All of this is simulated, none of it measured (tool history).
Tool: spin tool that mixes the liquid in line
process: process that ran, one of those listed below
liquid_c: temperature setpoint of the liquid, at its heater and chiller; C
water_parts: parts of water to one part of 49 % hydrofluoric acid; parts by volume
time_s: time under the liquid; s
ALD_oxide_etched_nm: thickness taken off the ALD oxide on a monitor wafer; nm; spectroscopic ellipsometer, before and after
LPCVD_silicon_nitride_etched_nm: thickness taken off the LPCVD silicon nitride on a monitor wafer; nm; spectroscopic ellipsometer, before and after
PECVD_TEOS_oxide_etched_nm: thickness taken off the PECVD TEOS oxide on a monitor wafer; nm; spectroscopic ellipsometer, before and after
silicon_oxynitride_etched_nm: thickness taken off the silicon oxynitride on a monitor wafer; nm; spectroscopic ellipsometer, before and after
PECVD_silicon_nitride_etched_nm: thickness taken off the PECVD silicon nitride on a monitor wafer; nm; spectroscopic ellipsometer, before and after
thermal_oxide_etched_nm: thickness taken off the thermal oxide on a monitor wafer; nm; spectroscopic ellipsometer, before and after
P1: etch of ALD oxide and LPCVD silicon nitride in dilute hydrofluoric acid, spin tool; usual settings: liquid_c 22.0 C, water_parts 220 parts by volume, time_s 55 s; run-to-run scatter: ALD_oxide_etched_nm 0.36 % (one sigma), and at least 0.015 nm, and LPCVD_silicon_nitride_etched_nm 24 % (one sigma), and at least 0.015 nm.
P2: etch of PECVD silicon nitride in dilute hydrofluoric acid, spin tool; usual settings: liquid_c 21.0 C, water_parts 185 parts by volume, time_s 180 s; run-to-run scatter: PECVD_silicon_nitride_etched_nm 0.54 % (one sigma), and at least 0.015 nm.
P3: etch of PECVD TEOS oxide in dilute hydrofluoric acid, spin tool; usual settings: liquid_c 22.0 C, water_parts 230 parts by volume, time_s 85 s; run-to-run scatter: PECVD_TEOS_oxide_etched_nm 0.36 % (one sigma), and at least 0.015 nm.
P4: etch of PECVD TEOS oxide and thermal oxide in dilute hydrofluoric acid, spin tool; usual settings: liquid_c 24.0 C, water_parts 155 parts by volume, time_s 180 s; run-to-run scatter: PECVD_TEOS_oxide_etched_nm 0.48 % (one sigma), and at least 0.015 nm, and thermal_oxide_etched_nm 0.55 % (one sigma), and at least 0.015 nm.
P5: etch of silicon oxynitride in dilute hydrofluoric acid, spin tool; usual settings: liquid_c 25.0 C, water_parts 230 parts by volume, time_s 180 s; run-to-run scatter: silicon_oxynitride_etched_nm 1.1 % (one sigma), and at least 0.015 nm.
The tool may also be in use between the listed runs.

run   hour  process  liquid_c  water_parts  time_s  hours since the thermometer was replaced  hours since the hydrofluoric acid flow meter was replaced  ALD_oxide_etched_nm  LPCVD_silicon_nitride_etched_nm  PECVD_TEOS_oxide_etched_nm  silicon_oxynitride_etched_nm  PECVD_silicon_nitride_etched_nm  thermal_oxide_etched_nm
  1    5.5       P1      22.0          220      55                                    1197.2                                                      934.7               6.4975                         0.125090
  2    9.8       P3      26.5          230      85                                    1201.5                                                      939.0                                                                            6.9481
  3   12.4       P5      25.0           65     180                                    1204.1                                                      941.6                                                                                                          9.5427
  4   18.3       P5      25.0          230     180                                    1210.0                                                      947.5                                                                                                          2.3647
  5   21.1       P2      29.0          185     180                                    1212.8                                                      950.3                                                                                                                                          7.39360
  6   26.6       P1      22.0          100      55                                    1218.3                                                      955.8              16.2810                         0.187780
  7   31.5       P4      18.5          155     180                                    1223.2                                                      960.7                                                                           16.3840                                                                                 4.24200
  8   36.1       P4      24.0          155     180                                    1227.8                                                      965.3                                                                           20.1130                                                                                 5.25430
  9   41.0       P1      22.0          220      90                                    1232.7                                                      970.2              10.7070                         0.151950
 10   46.9       P5      25.0          230     180                                    1238.6                                                      976.1                                                                                                          2.3588
 11   50.5       P1      22.0          105      15                                    1242.2                                                      979.7               4.2058                         0.068513
 12   55.8       P5      20.5          230     180                                    1247.5                                                      985.0                                                                                                          1.9131
 13   61.0       P2      21.0          185      15                                    1252.7                                                      990.2                                                                                                                                          0.38981
 14   66.6       P1      22.0          375      55                                    1258.3                                                      995.8               3.3302                         0.049789
 15   70.6       P4      24.0           75     180                                    1262.3                                                      999.8                                                                           46.0530                                                                                12.04600
 16   75.3       P1      22.0          220      55                                    1267.0                                                     1004.5               6.4674                         0.116170
 17   79.4       P2      21.0           95     180                                    1271.1                                                     1008.6                                                                                                                                          8.58600
 18   82.3       P4      24.0          155      15                                    1274.0                                                     1011.5                                                                            1.7035                                                                                 0.41376
 19   86.6       P3      22.0          230     125                                    1278.3                                                     1015.8                                                                            8.7099
 20   90.8       P1      22.0          220      55                                    1282.5                                                     1020.0               6.4931                         0.074970
 21   96.0       P1      26.5          220      55                                    1287.7                                                     1025.2               7.6651                         0.123950
 22   98.6       P2      21.0          185     180                                    1290.3                                                     1027.8                                                                                                                                          4.48460
 23  104.2       P1      22.0          305      80                                    1295.9                                                     1033.4               6.2767                         0.074617
 24  110.0       P3      22.0          230      85                                    1301.7                                                     1039.2                                                                            5.8644
 25  114.1       P1      22.0          220      15                                    1305.8                                                     1043.3               1.7782                         0.046389
 26  117.3       P1      22.0          220      55                                    1309.0                                                     1046.5               6.4701                         0.112710
 27  121.9       P3      22.0          340      85                                    1313.6                                                     1051.1                                                                            3.5813
 28  127.4       P1      22.0          220      55                                    1319.1                                                     1056.6               6.5054                         0.097804

Run 29 comes next. What will it give?
 29  131.5       P1      17.0          220      55                                    1323.2                                                     1060.7                    ?                                ?

Run 29 gave ALD_oxide_etched_nm 5.3374 nm, LPCVD_silicon_nitride_etched_nm 0.062857 nm.
